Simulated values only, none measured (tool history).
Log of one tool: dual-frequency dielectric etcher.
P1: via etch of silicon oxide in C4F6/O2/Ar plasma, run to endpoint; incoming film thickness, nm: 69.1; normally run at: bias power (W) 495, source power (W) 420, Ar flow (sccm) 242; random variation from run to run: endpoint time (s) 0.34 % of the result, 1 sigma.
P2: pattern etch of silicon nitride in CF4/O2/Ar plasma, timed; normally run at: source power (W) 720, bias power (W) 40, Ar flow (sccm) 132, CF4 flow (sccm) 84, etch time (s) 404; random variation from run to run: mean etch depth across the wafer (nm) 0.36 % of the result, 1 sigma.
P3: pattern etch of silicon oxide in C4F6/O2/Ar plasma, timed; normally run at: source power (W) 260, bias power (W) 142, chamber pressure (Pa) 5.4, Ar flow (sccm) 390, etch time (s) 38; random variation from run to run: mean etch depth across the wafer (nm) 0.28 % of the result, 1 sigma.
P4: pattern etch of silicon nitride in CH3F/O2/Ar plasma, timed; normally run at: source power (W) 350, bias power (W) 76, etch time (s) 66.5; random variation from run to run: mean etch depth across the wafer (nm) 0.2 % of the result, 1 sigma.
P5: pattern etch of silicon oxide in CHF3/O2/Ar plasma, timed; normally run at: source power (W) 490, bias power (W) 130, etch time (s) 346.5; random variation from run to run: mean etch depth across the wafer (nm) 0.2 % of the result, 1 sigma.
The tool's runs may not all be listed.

run	day	process that ran	bias power (W)	source power (W)	Ar flow (sccm)	chamber pressure (Pa)	etch time (s)	CF4 flow (sccm)	hours since the last wet clean	hours since the last bias power generator calibration	hours since the last source power generator calibration	hours since the last Ar flow controller change	endpoint time (s)	mean etch depth across the wafer (nm)
1	0.333	P1	495	420	242				187.1	2706.9	1411.2	821.7	14.837	
2	0.992	P1	354	420	171				202.9	2722.7	1427	837.5	16.018	
3	1.292	P3	142	260	295	5.4	38		210.1	2729.9	1434.2	844.7		91.446
4	1.904	P5	130	490			257		224.8	2744.6	1448.9	859.4		422.77
5	2.212	P4	76	430			66.5		232.2	2752	1456.3	866.8		48.566
6	2.85	P4	76	350			66.5		247.5	2767.3	1471.6	882.1		44.956
7	3.267	P5	130	490			346.5		257.5	2777.3	1481.6	892.1		572.13
8	3.762	P1	375	420	242				269.4	2789.2	1493.5	904	16.314	
9	4.208	P3	142	170	390	5.4	38		280.1	2799.9	1504.2	914.7		75.19
10	4.771	P1	495	420	242				293.6	2813.4	1517.7	928.2	14.774	
11	5.383	P5	167	490			346.5		308.3	2828.1	1532.4	942.9		622.32
12	5.708	P1	495	510	242				316.1	2835.9	1540.2	950.7	13.799	
13	6.062	P4	76	350			66.5		324.6	2844.4	1548.7	959.2		44.985
14	6.492	P2	40	720	132		404	115	334.9	2854.7	1559	969.5		951.34
15	6.975	P2	40	1000	132		404	84	346.5	2866.3	1570.6	981.1		1202.2
16	7.546	P5	130	350			346.5		360.2	2880	1584.3	994.8		503.13
# day 7.896: source power generator calibrated
17	8.092	P2	40	720	132		404	84	373.3	2893.1	4.7	1007.9		906.37
18	8.388	P1	495	420	189				380.4	2900.2	11.8	1015	14.464	
19	8.846	P1	495	350	242				391.4	2911.2	22.8	1026	15.772	
20	9.458	P2	40	720	107		404	84	406.1	2925.9	37.5	1040.7		940.17
21	9.946	P3	142	260	390	5.4	38		417.8	2937.6	49.2	1052.4		88.683
22	10.238	P1	682	420	242				424.8	2944.6	56.2	1059.4	13.128	
23	10.75	P3	197	260	390	5.4	38		437.1	2956.9	68.5	1071.7		98.549
24	11.208	P3	142	260	390	5.4	38		448.1	2967.9	79.5	1082.7		88.456
25	11.779	P1	495	420	242				461.8	2981.6	93.2	1096.4	14.781	
26	12.104	P3	142	260	390	6.73	38		469.6	2989.4	101	1104.2		86.652
27	12.733	P4	104	350			66.5		484.7	3004.5	116.1	1119.3		50.42
28	13.279	P1	495	420	296				497.8	3017.6	129.2	1132.4	15.224	
29	13.779	P1	386	420	195				509.8	3029.6	141.2	1144.4	15.817	
30	14.275	P3	142	260	390	5.4	52.5		521.7	3041.5	153.1	1156.3		122.28
31	14.696	P2	40	720	132		404	84	531.8	3051.6	163.2	1166.4		907.34
32	15.038	P2	40	720	132		599	84	540	3059.8	171.4	1174.6		1344.8
33	15.65	P4	76	350			49.5		554.7	3074.5	186.1	1189.3		33.351
34	15.996	P2	31	720	132		404	84	563	3082.8	194.4	1197.6		822.68
35	16.612	P1	495	420	242				577.8	3097.6	209.2	1212.4	14.726	
36	16.971	P1	495	420	242				586.4	3106.2	217.8	1221	14.777	
37	17.304	P1	495	420	242				594.4	3114.2	225.8	1229	14.586	
38	17.771	P1	495	420	242				605.6	3125.4	237	1240.2	14.653	
39	18.146	P1	495	420	242				614.6	3134.4	246	1249.2	14.68	
40	18.679	P1	495	420	242				627.4	3147.2	258.8	1262	14.677	
# day 18.917: wet clean of the chamber
41	18.971	P1	495	420	242				1.3	3154.2	265.8	1269	14.481	
# day 19.175: Ar flow controller replaced
42	19.396	P1	495	420	242				11.5	3164.4	276	5.3	14.57	
43	19.983	P1	495	420	242				25.6	3178.5	290.1	19.4	14.521	
44	20.412	P1	495	420	242				35.9	3188.8	300.4	29.7	14.539	

What P1 gives has crept away from where it was. These 2 causes fit the log equally well, each at the size given:
A: source power that arrives over what is set, % = 4.74
B: bias power that arrives over what is set, % = 4.68
The creep began at about day 16.971.
Why every other cause is out:
chamber walls in a state that raises the etch rate, %: serviced at day 18.917, which brought nothing back
Ar flow that arrives under what is set, %: serviced at day 19.175, which brought nothing back

4 check runs are offered, each on 2 wafers whose results are averaged, their results left as question marks. Which one tells the causes apart?
check 1	20.842	P2	40	720	132		404	84						?
check 2	20.842	P5	130	490			346.5							?
check 3	20.842	P3	142	260	390	5.4	38							?
check 4	20.842	P4	76	350			66.5							?

What each check would give under each cause:
check	result	if A	if B
check 1	mean etch depth across the wafer (nm)	942.29	920.49
check 2	mean etch depth across the wafer (nm)	582.71	580.76
check 3	mean etch depth across the wafer (nm)	90.169	89.818
check 4	mean etch depth across the wafer (nm)	45.811	45.748
How far apart the two closest causes lie, in the result that separates them most: check 1 2.34 %; check 2 0.34 %; check 3 0.39 %; check 4 0.14 %
Check 1 tells the causes apart: in the others they would give nearly the same result.

Then check 1 was run and gave: mean etch depth across the wafer (nm) 920. Which cause is it?

It is B: bias power that arrives over what is set, %.
